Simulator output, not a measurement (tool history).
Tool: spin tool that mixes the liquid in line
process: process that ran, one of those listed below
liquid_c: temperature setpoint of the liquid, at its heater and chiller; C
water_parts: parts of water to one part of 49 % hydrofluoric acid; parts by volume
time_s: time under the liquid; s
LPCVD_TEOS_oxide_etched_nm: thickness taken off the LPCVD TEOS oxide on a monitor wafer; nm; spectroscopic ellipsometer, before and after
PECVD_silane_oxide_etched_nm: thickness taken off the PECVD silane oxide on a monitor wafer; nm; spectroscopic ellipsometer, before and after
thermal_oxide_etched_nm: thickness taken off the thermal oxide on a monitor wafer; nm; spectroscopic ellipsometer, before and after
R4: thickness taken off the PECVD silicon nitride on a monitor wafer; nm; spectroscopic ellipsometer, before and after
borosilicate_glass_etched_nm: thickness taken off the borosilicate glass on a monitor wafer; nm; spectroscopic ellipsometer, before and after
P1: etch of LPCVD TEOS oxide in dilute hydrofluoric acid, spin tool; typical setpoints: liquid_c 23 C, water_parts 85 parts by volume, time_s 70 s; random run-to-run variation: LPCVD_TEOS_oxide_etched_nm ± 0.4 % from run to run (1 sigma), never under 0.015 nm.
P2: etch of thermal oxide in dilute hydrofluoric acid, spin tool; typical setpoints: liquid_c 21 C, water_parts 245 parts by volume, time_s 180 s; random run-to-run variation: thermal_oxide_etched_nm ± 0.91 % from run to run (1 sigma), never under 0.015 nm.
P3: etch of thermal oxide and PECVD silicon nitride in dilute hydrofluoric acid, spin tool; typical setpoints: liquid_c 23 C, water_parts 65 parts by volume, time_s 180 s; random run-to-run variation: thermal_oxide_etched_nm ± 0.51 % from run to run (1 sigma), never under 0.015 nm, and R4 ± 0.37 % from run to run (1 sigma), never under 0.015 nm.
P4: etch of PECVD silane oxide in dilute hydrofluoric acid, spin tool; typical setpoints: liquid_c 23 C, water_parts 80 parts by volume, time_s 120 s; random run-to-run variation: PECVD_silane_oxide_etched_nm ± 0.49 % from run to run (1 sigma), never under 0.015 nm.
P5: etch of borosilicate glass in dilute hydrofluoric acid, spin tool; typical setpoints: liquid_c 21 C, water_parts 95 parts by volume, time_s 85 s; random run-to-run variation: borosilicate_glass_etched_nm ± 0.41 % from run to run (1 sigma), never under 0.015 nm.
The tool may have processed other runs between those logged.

Run 1, hour 11.5: process P1, liquid_c 23 C, water_parts 85 parts by volume, time_s 70 s. Result: LPCVD_TEOS_oxide_etched_nm 29.367 nm.
Run 2, hour 28.9: process P4, liquid_c 23 C, water_parts 80 parts by volume, time_s 120 s. Result: PECVD_silane_oxide_etched_nm 26.918 nm.
Run 3, hour 46.2: process P2, liquid_c 21 C, water_parts 70 parts by volume, time_s 180 s. Result: thermal_oxide_etched_nm 10.723 nm.
Run 4, hour 61.9: process P1, liquid_c 23 C, water_parts 150 parts by volume, time_s 130 s. Result: LPCVD_TEOS_oxide_etched_nm 28.657 nm.
Run 5, hour 74.1: process P3, liquid_c 29 C, water_parts 65 parts by volume, time_s 180 s. Result: thermal_oxide_etched_nm 17.808 nm, R4 10.794 nm.
Run 6, hour 90: process P1, liquid_c 23 C, water_parts 25 parts by volume, time_s 70 s. Result: LPCVD_TEOS_oxide_etched_nm 108.66 nm.
Run 7, hour 103: process P1, liquid_c 27.5 C, water_parts 85 parts by volume, time_s 70 s. Result: LPCVD_TEOS_oxide_etched_nm 35.102 nm.
Run 8, hour 122.4: process P1, liquid_c 19 C, water_parts 85 parts by volume, time_s 70 s. Result: LPCVD_TEOS_oxide_etched_nm 25.08 nm.
Run 9, hour 133.4: process P4, liquid_c 27 C, water_parts 80 parts by volume, time_s 120 s. Result: PECVD_silane_oxide_etched_nm 31.183 nm.
Run 10, hour 152.2: process P4, liquid_c 23 C, water_parts 125 parts by volume, time_s 120 s. Result: PECVD_silane_oxide_etched_nm 16.126 nm.
Run 11, hour 161.3: process P1, liquid_c 26.5 C, water_parts 85 parts by volume, time_s 105 s. Result: LPCVD_TEOS_oxide_etched_nm 50.372 nm.
Run 12, hour 169.9: process P1, liquid_c 23 C, water_parts 85 parts by volume, time_s 70 s. Result: LPCVD_TEOS_oxide_etched_nm 29.535 nm.
Run 13, hour 178.9: process P2, liquid_c 28.5 C, water_parts 245 parts by volume, time_s 180 s. Result: thermal_oxide_etched_nm 3.2757 nm.
Run 14, hour 196.1: process P1, liquid_c 30.5 C, water_parts 85 parts by volume, time_s 105 s. Result: LPCVD_TEOS_oxide_etched_nm 58.636 nm.
Run 15, hour 205.6: process P1, liquid_c 23 C, water_parts 85 parts by volume, time_s 70 s. Result: LPCVD_TEOS_oxide_etched_nm 29.515 nm.
Run 16, hour 219.9: process P1, liquid_c 23 C, water_parts 85 parts by volume, time_s 70 s. Result: LPCVD_TEOS_oxide_etched_nm 29.402 nm.
Run 17, hour 228.9: process P5, liquid_c 21 C, water_parts 95 parts by volume, time_s 135 s. Result: borosilicate_glass_etched_nm 66.059 nm.
Run 18, hour 243.4: process P3, liquid_c 23 C, water_parts 95 parts by volume, time_s 180 s. Result: thermal_oxide_etched_nm 9.2752 nm, R4 5.0204 nm.
Run 19, hour 262.4: process P4, liquid_c 23 C, water_parts 80 parts by volume, time_s 25 s. Result: PECVD_silane_oxide_etched_nm 5.6117 nm.
Run 20, hour 273.7: process P4, liquid_c 23 C, water_parts 80 parts by volume, time_s 120 s. Result: PECVD_silane_oxide_etched_nm 26.778 nm.
Run 21, hour 288.5: process P2, liquid_c 21 C, water_parts 245 parts by volume, time_s 180 s. Result: thermal_oxide_etched_nm 2.5547 nm.
Run 22, hour 299: process P2, liquid_c 21 C, water_parts 245 parts by volume, time_s 180 s. Result: thermal_oxide_etched_nm 2.5253 nm.
Run 23, hour 314: process P5, liquid_c 21 C, water_parts 95 parts by volume, time_s 85 s. Result: borosilicate_glass_etched_nm 41.683 nm.
Run 24, hour 329.1: process P1, liquid_c 23 C, water_parts 85 parts by volume, time_s 15 s. Result: LPCVD_TEOS_oxide_etched_nm 6.3147 nm.
Run 25, hour 347.3: process P3, liquid_c 23 C, water_parts 65 parts by volume, time_s 180 s. Result: thermal_oxide_etched_nm 14.142 nm, R4 7.2966 nm.
Run 26, hour 361.6: process P1, liquid_c 23 C, water_parts 145 parts by volume, time_s 70 s. Result: LPCVD_TEOS_oxide_etched_nm 15.916 nm.
Run 27, hour 380.9: process P5, liquid_c 21 C, water_parts 95 parts by volume, time_s 85 s. Result: borosilicate_glass_etched_nm 41.807 nm.
Run 28, hour 392.8: process P1, liquid_c 23 C, water_parts 85 parts by volume, time_s 130 s. Result: LPCVD_TEOS_oxide_etched_nm 54.669 nm.
Run 29, hour 402.3: process P5, liquid_c 21 C, water_parts 20 parts by volume, time_s 85 s. Result: borosilicate_glass_etched_nm 216.02 nm.
Run 30, hour 411.1: process P1, liquid_c 23 C, water_parts 85 parts by volume, time_s 70 s. Result: LPCVD_TEOS_oxide_etched_nm 29.428 nm.
Run 31, hour 420.2: process P2, liquid_c 21 C, water_parts 245 parts by volume, time_s 270 s. Result: thermal_oxide_etched_nm 3.7842 nm.
Run 32, hour 429.4: process P1, liquid_c 23 C, water_parts 85 parts by volume, time_s 70 s. Result: LPCVD_TEOS_oxide_etched_nm 29.161 nm.
Run 33, hour 440: process P3, liquid_c 23 C, water_parts 65 parts by volume, time_s 285 s. Result: thermal_oxide_etched_nm 22.251 nm, R4 11.59 nm.
Run 34, hour 454.6: process P5, liquid_c 17 C, water_parts 95 parts by volume, time_s 85 s. Result: borosilicate_glass_etched_nm 35.261 nm.
Run 35, hour 473.5: process P1, liquid_c 23 C, water_parts 85 parts by volume, time_s 70 s. Result: LPCVD_TEOS_oxide_etched_nm 29.384 nm.
Run 36, hour 487: process P1, liquid_c 23 C, water_parts 85 parts by volume, time_s 70 s. Result: LPCVD_TEOS_oxide_etched_nm 28.345 nm.
Run 37, hour 498.4: process P1, liquid_c 23 C, water_parts 85 parts by volume, time_s 70 s. Result: LPCVD_TEOS_oxide_etched_nm 27.966 nm.
Run 38, hour 509.3: process P1, liquid_c 23 C, water_parts 85 parts by volume, time_s 70 s. Result: LPCVD_TEOS_oxide_etched_nm 27.558 nm.
Run 39, hour 525.6: process P1, liquid_c 23 C, water_parts 85 parts by volume, time_s 70 s. Result: LPCVD_TEOS_oxide_etched_nm 27.205 nm.
Run 40, hour 544.5: process P1, liquid_c 23 C, water_parts 85 parts by volume, time_s 70 s. Result: LPCVD_TEOS_oxide_etched_nm 27.008 nm.
Run 41, hour 557.2: process P1, liquid_c 23 C, water_parts 85 parts by volume, time_s 70 s. Result: LPCVD_TEOS_oxide_etched_nm 26.809 nm.
Run 42, hour 573.8: process P1, liquid_c 23 C, water_parts 85 parts by volume, time_s 70 s. Result: LPCVD_TEOS_oxide_etched_nm 26.832 nm.
Run 43, hour 591.9: process P1, liquid_c 23 C, water_parts 85 parts by volume, time_s 70 s. Result: LPCVD_TEOS_oxide_etched_nm 26.61 nm.

Run 44 is up next; what results do you expect?
Run 44, hour 603.9: process P1, liquid_c 23 C, water_parts 85 parts by volume, time_s 70 s. Result: LPCVD_TEOS_oxide_etched_nm ?.

Run 44 produced LPCVD_TEOS_oxide_etched_nm 26.86 nm.
